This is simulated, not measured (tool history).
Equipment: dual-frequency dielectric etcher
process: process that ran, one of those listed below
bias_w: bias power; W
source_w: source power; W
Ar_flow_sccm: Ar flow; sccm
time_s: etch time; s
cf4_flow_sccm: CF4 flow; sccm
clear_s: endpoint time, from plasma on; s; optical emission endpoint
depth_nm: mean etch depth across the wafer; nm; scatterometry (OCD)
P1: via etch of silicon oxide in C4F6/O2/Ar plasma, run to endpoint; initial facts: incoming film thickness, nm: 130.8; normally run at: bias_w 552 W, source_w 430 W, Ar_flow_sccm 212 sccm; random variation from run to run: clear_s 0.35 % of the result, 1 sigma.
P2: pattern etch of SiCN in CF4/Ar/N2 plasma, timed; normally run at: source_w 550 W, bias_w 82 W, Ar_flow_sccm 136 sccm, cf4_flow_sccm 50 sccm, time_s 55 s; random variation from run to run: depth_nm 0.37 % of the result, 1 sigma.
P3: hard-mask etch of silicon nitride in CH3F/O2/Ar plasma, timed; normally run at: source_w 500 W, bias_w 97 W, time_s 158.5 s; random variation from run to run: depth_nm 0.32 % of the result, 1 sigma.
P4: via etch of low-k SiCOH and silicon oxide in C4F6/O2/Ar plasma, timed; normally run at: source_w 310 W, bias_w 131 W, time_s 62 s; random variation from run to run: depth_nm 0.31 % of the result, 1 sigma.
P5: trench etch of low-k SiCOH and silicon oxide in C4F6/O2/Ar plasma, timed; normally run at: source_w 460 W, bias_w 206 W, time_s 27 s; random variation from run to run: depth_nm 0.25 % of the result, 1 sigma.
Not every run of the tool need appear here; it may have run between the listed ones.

run   hour  process  bias_w  source_w  Ar_flow_sccm  time_s  cf4_flow_sccm  hours since the last wet clean  hours since the last bias power generator calibration  hours since the last source power generator calibration  hours since the last Ar flow controller change  clear_s  depth_nm
  1    9.6       P1     552       430           212                                                  331.9                                                 2922.9                                                    619.6                                          3335.8   26.994
  2   20.2       P1     552       300           212                                                  342.5                                                 2933.5                                                    630.2                                          3346.4   31.193
  3   27.5       P3      67       500                 158.5                                          349.8                                                 2940.8                                                    637.5                                          3353.7             114.82
  4   37.5       P4     173       310                    62                                          359.8                                                 2950.8                                                    647.5                                          3363.7             145.33
  5   46.7       P2      82       550           136      55             31                             369                                                   2960                                                    656.7                                          3372.9             50.368
  6     58       P3      97       500                 231.5                                          380.3                                                 2971.3                                                      668                                          3384.2             189.89
  7   69.1       P1     552       430           212                                                  391.4                                                 2982.4                                                    679.1                                          3395.3   27.262
  8   76.3       P4     131       310                  84.5                                          398.6                                                 2989.6                                                    686.3                                          3402.5              182.4
  9   86.8       P5     206       460                    27                                          409.1                                                 3000.1                                                    696.8                                            3413             94.719
      88.6  -- wet clean of the chamber
 10   93.5       P1     552       430           212                                                    4.9                                                 3006.8                                                    703.5                                          3419.7   27.304
 11    101       P1     325       430           212                                                   12.4                                                 3014.3                                                      711                                          3427.2   32.951
 12  111.3       P5     206       460                    27                                           22.7                                                 3024.6                                                    721.3                                          3437.5             94.953
 13  121.9       P1     660       430           212                                                   33.3                                                 3035.2                                                    731.9                                          3448.1   25.353
 14  129.1       P1     464       430           140                                                   40.5                                                 3042.4                                                    739.1                                          3455.3   27.643
 15  138.7       P1     552       430           212                                                   50.1                                                   3052                                                    748.7                                          3464.9   27.117
 16  150.1       P4     131       190                    62                                           61.5                                                 3063.4                                                    760.1                                          3476.3             110.19
 17  157.7       P5     206       620                    27                                           69.1                                                   3071                                                    767.7                                          3483.9             106.25
 18  165.1       P1     552       430           212                                                   76.5                                                 3078.4                                                    775.1                                          3491.3   27.174
 19  176.3       P4     131       310                    62                                           87.7                                                 3089.6                                                    786.3                                          3502.5             133.91
 20  182.9       P5     206       460                    16                                           94.3                                                 3096.2                                                    792.9                                          3509.1             56.361
 21    189       P1     552       430           212                                                  100.4                                                 3102.3                                                      799                                          3515.2   27.122
 22  195.4       P2      82       550           136      55             50                           106.8                                                 3108.7                                                    805.4                                          3521.6             54.331
 23  201.2       P1     552       430           134                                                  112.6                                                 3114.5                                                    811.2                                          3527.4   25.946
 24  207.9       P3      97       500                 158.5                                          119.3                                                 3121.2                                                    817.9                                          3534.1             130.22
 25  218.2       P1     552       430           212                                                  129.6                                                 3131.5                                                    828.2                                          3544.4   27.398
 26  223.8       P3      97       600                 158.5                                          135.2                                                 3137.1                                                    833.8                                            3550             139.16
 27  235.6       P1     552       430           261                                                    147                                                 3148.9                                                    845.6                                          3561.8   27.738
 28  240.8       P2      82       750           136      55             50                           152.2                                                 3154.1                                                    850.8                                            3567             71.076
 29  246.9       P2      82       550            79      55             50                           158.3                                                 3160.2                                                    856.9                                          3573.1              59.08
 30  256.2       P1     421       320           212                                                  167.6                                                 3169.5                                                    866.2                                          3582.4   33.335
 31    264       P2      82       550           136      55             50                           175.4                                                 3177.3                                                      874                                          3590.2             54.404
 32  269.9       P5     147       460                    27                                          181.3                                                 3183.2                                                    879.9                                          3596.1             85.471
 33  280.9       P4     131       310                    62                                          192.3                                                 3194.2                                                    890.9                                          3607.1             132.97
 34  286.8       P1     552       540           212                                                  198.2                                                 3200.1                                                    896.8                                            3613   25.078
 35  298.1       P2      82       550           136    75.5             50                           209.5                                                 3211.4                                                    908.1                                          3624.3             74.368
 36  308.1       P2      49       550           136      55             50                           219.5                                                 3221.4                                                    918.1                                          3634.3             44.899
 37  318.1       P1     673       260           212                                                  229.5                                                 3231.4                                                    928.1                                          3644.3   30.293
 38  324.5       P1     552       430           212                                                  235.9                                                 3237.8                                                    934.5                                          3650.7   27.185
 39  334.6       P1     552       430           212                                                    246                                                 3247.9                                                    944.6                                          3660.8   27.381
 40  342.2       P1     552       430           212                                                  253.6                                                 3255.5                                                    952.2                                          3668.4   27.631
 41  352.4       P1     552       430           212                                                  263.8                                                 3265.7                                                    962.4                                          3678.6   27.526
 42  359.9       P1     552       430           212                                                  271.3                                                 3273.2                                                    969.9                                          3686.1   27.599

For run 43, what comes out?
 43  369.1       P1     552       430           212                                                  280.5                                                 3282.4                                                    979.1                                          3695.3        ?

Run 43 produced clear_s 27.671 s.

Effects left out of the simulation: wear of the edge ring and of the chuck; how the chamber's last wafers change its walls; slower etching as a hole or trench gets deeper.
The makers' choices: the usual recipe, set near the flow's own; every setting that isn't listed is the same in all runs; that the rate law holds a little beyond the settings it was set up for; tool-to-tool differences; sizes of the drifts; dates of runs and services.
